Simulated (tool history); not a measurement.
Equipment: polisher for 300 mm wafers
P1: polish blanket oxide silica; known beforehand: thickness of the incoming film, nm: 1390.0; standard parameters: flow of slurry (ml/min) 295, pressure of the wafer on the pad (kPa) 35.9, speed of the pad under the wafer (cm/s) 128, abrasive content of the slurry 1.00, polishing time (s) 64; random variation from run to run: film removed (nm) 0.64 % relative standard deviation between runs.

run	hour	flow of slurry (ml/min)	pressure of the wafer on the pad (kPa)	speed of the pad under the wafer (cm/s)	abrasive content of the slurry	polishing time (s)	wafers polished on this pad	hours since the slurry nozzle was cleaned	hours since the head pressure was calibrated	hours since the slurry blender was calibrated	hours since the conditioning disc was replaced	film removed (nm)
1	7.7	295	35.9	128	1.00	64	308	495.4	333.9	48.4	91.2	268.66
2	17.9	295	35.9	128	0.55	64	368	505.6	344.1	58.6	101.4	197.66
3	24.9	295	35.9	128	1.00	29	409	512.6	351.1	65.6	108.4	121.99
4	32.9	295	35.9	128	1.00	64	455	520.6	359.1	73.6	116.4	270.50
5	41.6	295	35.9	128	1.00	64	506	529.3	367.8	82.3	125.1	272.38
6	52.0	295	17.9	128	1.00	64	567	539.7	378.2	92.7	135.5	134.93
7	61.2	175	35.9	128	1.00	64	621	548.9	387.4	101.9	144.7	257.68
8	68.5	295	56.5	128	1.00	64	663	556.2	394.7	109.2	152.0	422.26
9	75.9	295	35.9	158	1.30	64	706	563.6	402.1	116.6	159.4	358.22
10	85.8	395	35.9	128	1.00	64	764	573.5	412.0	126.5	169.3	278.52
11	93.0	295	35.9	128	1.00	64	806	580.7	419.2	133.7	176.5	271.28
12	103.5	295	35.9	58	1.00	64	867	591.2	429.7	144.2	187.0	143.35
13	109.4	295	35.9	128	1.00	92	902	597.1	435.6	150.1	192.9	385.94
# hour 115.5: slurry blender recalibrated
14	116.9	295	35.9	128	1.25	64	946	604.6	443.1	1.5	200.4	296.32
15	125.3	295	35.9	94	0.75	64	995	613.0	451.5	9.9	208.8	182.57
16	130.6	295	35.9	128	1.00	64	1026	618.3	456.8	15.2	214.1	272.40
17	138.5	295	35.9	200	1.00	64	1072	626.2	464.7	23.1	222.0	385.36
18	148.5	295	35.9	128	1.00	64	1130	636.2	474.7	33.1	232.0	269.35
19	157.0	295	35.9	128	1.00	64	1180	644.7	483.2	41.6	240.5	268.05
20	164.2	295	35.9	128	1.00	64	1222	651.9	490.4	48.8	247.7	261.34
21	170.0	295	35.9	128	1.00	64	1256	657.7	496.2	54.6	253.5	255.09
# hour 179.2: head pressure recalibrated
22	180.2	295	35.9	128	1.00	64	1315	667.9	1.1	64.8	263.7	249.89
23	188.7	295	35.9	128	1.00	64	1365	676.4	9.6	73.3	272.2	247.63
# hour 192.4: slurry nozzle cleaned
24	194.8	295	35.9	128	1.00	64	1400	2.4	15.7	79.4	278.3	247.19
# hour 200.5: conditioning disc replaced and pad reconditioned
25	201.9	295	35.9	128	1.00	64	1442	9.5	22.8	86.5	1.4	248.52
26	208.9	295	35.9	128	1.00	64	1483	16.5	29.8	93.5	8.4	244.34

The next listed run, before its measurement:
27	218.6	295	35.9	128	1.00	64	1539	26.2	39.5	103.2	18.1	?

{"run 27": {"film removed (nm)": 241.76}}
